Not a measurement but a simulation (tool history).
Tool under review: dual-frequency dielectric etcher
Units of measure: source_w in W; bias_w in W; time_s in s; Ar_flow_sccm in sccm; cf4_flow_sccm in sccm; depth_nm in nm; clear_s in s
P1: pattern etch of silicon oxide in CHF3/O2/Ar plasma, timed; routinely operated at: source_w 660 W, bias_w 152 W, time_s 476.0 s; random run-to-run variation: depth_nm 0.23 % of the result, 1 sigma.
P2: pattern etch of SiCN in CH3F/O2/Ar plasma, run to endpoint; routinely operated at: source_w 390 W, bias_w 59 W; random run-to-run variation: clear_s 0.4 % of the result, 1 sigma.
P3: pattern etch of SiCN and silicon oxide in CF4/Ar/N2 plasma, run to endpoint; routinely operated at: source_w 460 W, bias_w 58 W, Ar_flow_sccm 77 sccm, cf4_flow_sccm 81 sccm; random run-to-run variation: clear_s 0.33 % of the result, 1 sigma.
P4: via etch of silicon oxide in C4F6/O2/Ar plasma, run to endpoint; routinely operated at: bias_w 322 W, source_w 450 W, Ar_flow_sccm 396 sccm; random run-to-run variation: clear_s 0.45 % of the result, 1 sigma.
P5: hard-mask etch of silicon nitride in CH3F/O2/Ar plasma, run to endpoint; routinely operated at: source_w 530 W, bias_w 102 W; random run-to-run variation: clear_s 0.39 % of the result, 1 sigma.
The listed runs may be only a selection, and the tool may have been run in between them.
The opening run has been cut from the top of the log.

Run 2, hour 9.7: process P1, source_w 660 W, bias_w 152 W, time_s 476.0 s. Result: depth_nm 957.13 nm.
Run 3, hour 15.2: process P5, source_w 750 W, bias_w 102 W. Result: clear_s 44.662 s.
Run 4, hour 19.1: process P1, source_w 660 W, bias_w 152 W, time_s 476.0 s. Result: depth_nm 961.97 nm.
Run 5, hour 21.7: process P3, source_w 300 W, bias_w 58 W, Ar_flow_sccm 77 sccm, cf4_flow_sccm 81 sccm. Result: clear_s 28.980 s.
Run 6, hour 24.9: process P1, source_w 400 W, bias_w 152 W, time_s 476.0 s. Result: depth_nm 789.90 nm.
Run 7, hour 28.7: process P5, source_w 530 W, bias_w 102 W. Result: clear_s 51.097 s.
Run 8, hour 31.9: process P1, source_w 660 W, bias_w 126 W, time_s 605.0 s. Result: depth_nm 1142.90 nm.
Run 9, hour 36.0: process P1, source_w 660 W, bias_w 152 W, time_s 476.0 s. Result: depth_nm 963.28 nm.
Run 10, hour 38.6: process P4, source_w 450 W, bias_w 322 W, Ar_flow_sccm 396 sccm. Result: clear_s 30.414 s.
Run 11, hour 43.7: process P1, source_w 660 W, bias_w 152 W, time_s 611.5 s. Result: depth_nm 1233.00 nm.
Run 12, hour 47.9: process P2, source_w 230 W, bias_w 59 W. Result: clear_s 39.192 s.
Run 13, hour 52.2: process P4, source_w 330 W, bias_w 322 W, Ar_flow_sccm 396 sccm. Result: clear_s 34.237 s.
Run 14, hour 54.8: process P1, source_w 850 W, bias_w 152 W, time_s 476.0 s. Result: depth_nm 1057.50 nm.
Run 15, hour 57.2: process P2, source_w 390 W, bias_w 59 W. Result: clear_s 32.212 s.
Run 16, hour 62.8: process P5, source_w 530 W, bias_w 130 W. Result: clear_s 46.703 s.
Run 17, hour 66.2: process P2, source_w 390 W, bias_w 75 W. Result: clear_s 29.509 s.
Run 18, hour 70.2: process P2, source_w 390 W, bias_w 59 W. Result: clear_s 32.202 s.
Run 19, hour 73.2: process P4, source_w 450 W, bias_w 322 W, Ar_flow_sccm 485 sccm. Result: clear_s 31.145 s.
Run 20, hour 75.7: process P3, source_w 460 W, bias_w 39 W, Ar_flow_sccm 77 sccm, cf4_flow_sccm 81 sccm. Result: clear_s 22.104 s.

The next listed run, before its measurement:
Run 21, hour 79.9: process P1, source_w 660 W, bias_w 152 W, time_s 476.0 s. Result: depth_nm ?.

depth_nm: 964.04 nm

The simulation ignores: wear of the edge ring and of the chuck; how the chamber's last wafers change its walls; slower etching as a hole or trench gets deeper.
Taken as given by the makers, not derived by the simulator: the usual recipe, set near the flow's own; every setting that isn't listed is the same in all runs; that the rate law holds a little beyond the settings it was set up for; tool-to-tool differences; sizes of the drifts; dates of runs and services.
